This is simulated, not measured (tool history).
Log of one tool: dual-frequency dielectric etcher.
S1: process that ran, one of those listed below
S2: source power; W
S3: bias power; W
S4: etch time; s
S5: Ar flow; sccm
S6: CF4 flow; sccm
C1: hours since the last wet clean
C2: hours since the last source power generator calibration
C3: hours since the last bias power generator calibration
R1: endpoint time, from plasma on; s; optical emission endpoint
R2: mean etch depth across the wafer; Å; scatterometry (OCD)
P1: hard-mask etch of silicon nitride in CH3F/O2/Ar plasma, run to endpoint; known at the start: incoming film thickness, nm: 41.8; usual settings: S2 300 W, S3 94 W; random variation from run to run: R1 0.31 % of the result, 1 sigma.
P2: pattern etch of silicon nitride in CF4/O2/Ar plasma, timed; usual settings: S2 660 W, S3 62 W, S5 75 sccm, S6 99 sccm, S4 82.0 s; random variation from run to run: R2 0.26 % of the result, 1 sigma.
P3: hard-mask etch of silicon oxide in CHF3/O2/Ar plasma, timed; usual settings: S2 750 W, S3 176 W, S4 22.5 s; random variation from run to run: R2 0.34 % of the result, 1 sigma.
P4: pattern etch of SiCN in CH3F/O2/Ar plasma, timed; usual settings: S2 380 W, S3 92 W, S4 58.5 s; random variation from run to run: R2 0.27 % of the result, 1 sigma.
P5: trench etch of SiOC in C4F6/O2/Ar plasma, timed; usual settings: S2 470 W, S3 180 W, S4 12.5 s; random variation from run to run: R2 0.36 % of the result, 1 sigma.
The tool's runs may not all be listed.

| run | hour | S1 | S2 | S3 | S4 | S5 | S6 | C1 | C2 | C3 | R1 | R2 |
|---|---|---|---|---|---|---|---|---|---|---|---|---|
| 1 | 4.2 | P1 | 300 | 94 |  |  |  | 284.2 | 1025.7 | 3343.7 | 62.520 |  |
| 2 | 7.5 | P1 | 300 | 94 |  |  |  | 287.5 | 1029.0 | 3347.0 | 62.199 |  |
| 3 | 11.7 | P4 | 380 | 122 | 58.5 |  |  | 291.7 | 1033.2 | 3351.2 |  | 260.81 |
| 4 | 17.8 | P5 | 470 | 108 | 12.5 |  |  | 297.8 | 1039.3 | 3357.3 |  | 241.71 |
| 5 | 23.0 | P4 | 380 | 92 | 58.5 |  |  | 303.0 | 1044.5 | 3362.5 |  | 233.27 |
| 6 | 25.9 | P2 | 660 | 62 | 82.0 | 75 | 99 | 305.9 | 1047.4 | 3365.4 |  | 2201.60 |
| 7 | 31.5 | P1 | 300 | 94 |  |  |  | 311.5 | 1053.0 | 3371.0 | 62.176 |  |
| 8 | 34.6 | P3 | 750 | 176 | 22.5 |  |  | 314.6 | 1056.1 | 3374.1 |  | 486.65 |
| 9 | 38.4 | P5 | 470 | 180 | 12.5 |  |  | 318.4 | 1059.9 | 3377.9 |  | 280.75 |
| 10 | 44.1 | P4 | 380 | 92 | 42.5 |  |  | 324.1 | 1065.6 | 3383.6 |  | 168.91 |
| 11 | 49.1 | P1 | 300 | 94 |  |  |  | 329.1 | 1070.6 | 3388.6 | 62.150 |  |
| 12 | 54.7 | P3 | 1060 | 176 | 22.5 |  |  | 334.7 | 1076.2 | 3394.2 |  | 553.86 |
| 13 | 60.6 | P2 | 800 | 62 | 82.0 | 75 | 99 | 340.6 | 1082.1 | 3400.1 |  | 2613.20 |
| 14 | 66.8 | P1 | 300 | 94 |  |  |  | 346.8 | 1088.3 | 3406.3 | 62.166 |  |
| 15 | 73.2 | P3 | 750 | 176 | 22.5 |  |  | 353.2 | 1094.7 | 3412.7 |  | 485.22 |
| 16 | 76.3 | P4 | 520 | 92 | 58.5 |  |  | 356.3 | 1097.8 | 3415.8 |  | 261.95 |
| 17 | 81.9 | P2 | 660 | 62 | 82.0 | 75 | 99 | 361.9 | 1103.4 | 3421.4 |  | 2204.80 |
| 18 | 86.5 | P2 | 660 | 62 | 82.0 | 75 | 135 | 366.5 | 1108.0 | 3426.0 |  | 2272.50 |
| 19 | 91.2 | P3 | 750 | 176 | 12.5 |  |  | 371.2 | 1112.7 | 3430.7 |  | 268.20 |
| 20 | 96.5 | P1 | 300 | 113 |  |  |  | 376.5 | 1118.0 | 3436.0 | 57.884 |  |
| 21 | 103.0 | P1 | 300 | 94 |  |  |  | 383.0 | 1124.5 | 3442.5 | 62.247 |  |
| 22 | 106.5 | P1 | 230 | 59 |  |  |  | 386.5 | 1128.0 | 3446.0 | 81.306 |  |
| 23 | 112.4 | P5 | 570 | 180 | 12.5 |  |  | 392.4 | 1133.9 | 3451.9 |  | 302.09 |
| 24 | 115.5 | P1 | 180 | 94 |  |  |  | 395.5 | 1137.0 | 3455.0 | 74.838 |  |
| 25 | 121.9 | P3 | 750 | 109 | 22.5 |  |  | 401.9 | 1143.4 | 3461.4 |  | 419.39 |
| 26 | 124.8 | P4 | 380 | 92 | 58.5 |  |  | 404.8 | 1146.3 | 3464.3 |  | 233.28 |
| 27 | 129.0 | P1 | 420 | 94 |  |  |  | 409.0 | 1150.5 | 3468.5 | 54.786 |  |
| 28 | 133.7 | P1 | 300 | 63 |  |  |  | 413.7 | 1155.2 | 3473.2 | 71.888 |  |
| 29 | 137.9 | P1 | 410 | 60 |  |  |  | 417.9 | 1159.4 | 3477.4 | 64.242 |  |
| 30 | 144.4 | P2 | 660 | 82 | 82.0 | 75 | 99 | 424.4 | 1165.9 | 3483.9 |  | 2445.30 |
| 31 | 149.0 | P1 | 420 | 129 |  |  |  | 429.0 | 1170.5 | 3488.5 | 48.798 |  |
| 32 | 155.0 | P2 | 660 | 62 | 116.0 | 75 | 99 | 435.0 | 1176.5 | 3494.5 |  | 3123.70 |
| 33 | 158.4 | P2 | 660 | 62 | 82.0 | 47 | 99 | 438.4 | 1179.9 | 3497.9 |  | 2303.90 |
| 34 | 163.4 | P5 | 470 | 180 | 16.0 |  |  | 443.4 | 1184.9 | 3502.9 |  | 358.31 |
| 35 | 166.5 | P1 | 300 | 94 |  |  |  | 446.5 | 1188.0 | 3506.0 | 62.034 |  |
| 36 | 172.1 | P1 | 300 | 94 |  |  |  | 452.1 | 1193.6 | 3511.6 | 62.550 |  |
| 37 | 175.9 | P1 | 300 | 94 |  |  |  | 455.9 | 1197.4 | 3515.4 | 63.011 |  |
| 38 | 180.2 | P1 | 300 | 94 |  |  |  | 460.2 | 1201.7 | 3519.7 | 62.835 |  |
| 39 | 185.7 | P1 | 300 | 94 |  |  |  | 465.7 | 1207.2 | 3525.2 | 63.096 |  |
|  | 188.1 | wet clean of the chamber |
| 40 | 192.2 | P1 | 300 | 94 |  |  |  | 4.1 | 1213.7 | 3531.7 | 62.921 |  |
| 41 | 198.5 | P1 | 300 | 94 |  |  |  | 10.4 | 1220.0 | 3538.0 | 63.417 |  |
| 42 | 201.5 | P1 | 300 | 94 |  |  |  | 13.4 | 1223.0 | 3541.0 | 63.282 |  |
| 43 | 206.8 | P1 | 300 | 94 |  |  |  | 18.7 | 1228.3 | 3546.3 | 63.283 |  |

What P1 gives has crept away from where it was. These 2 causes fit the log equally well, each at the size given:
A: bias power that arrives under what is set, % = 4.18
B: source power that arrives under what is set, % = 4.15
The creep began at about hour 166.5.
Why every other cause is out:
chamber walls in a state that lowers the etch rate, %: serviced at hour 188.1, which brought nothing back

4 check runs are offered, one wafer each, their results left as question marks. Which one tells the causes apart?
| check 1 | 212.1 | P2 | 660 | 82 | 82.0 | 75 | 99 |  |  |  |  | ? |
| check 2 | 212.1 | P4 | 480 | 92 | 58.5 |  |  |  |  |  |  | ? |
| check 3 | 212.1 | P3 | 750 | 128 | 12.5 |  |  |  |  |  |  | ? |
| check 4 | 212.1 | P5 | 470 | 117 | 15.5 |  |  |  |  |  |  | ? |

What each check would give under each cause:
| check | result | if A | if B |
|---|---|---|---|
| check 1 | R2 | 2409.10 | 2361.10 |
| check 2 | R2 | 250.31 | 250.28 |
| check 3 | R2 | 240.25 | 239.38 |
| check 4 | R2 | 302.54 | 301.01 |
How far apart the two closest causes lie, in the result that separates them most: check 1 2.01 %; check 2 0.01 %; check 3 0.36 %; check 4 0.51 %
Check 1 tells the causes apart: in the others they would give nearly the same result.

Check 1 was then run and gave: R2 2417.10 Å. Which cause is it?

It is A: bias power that arrives under what is set, %.
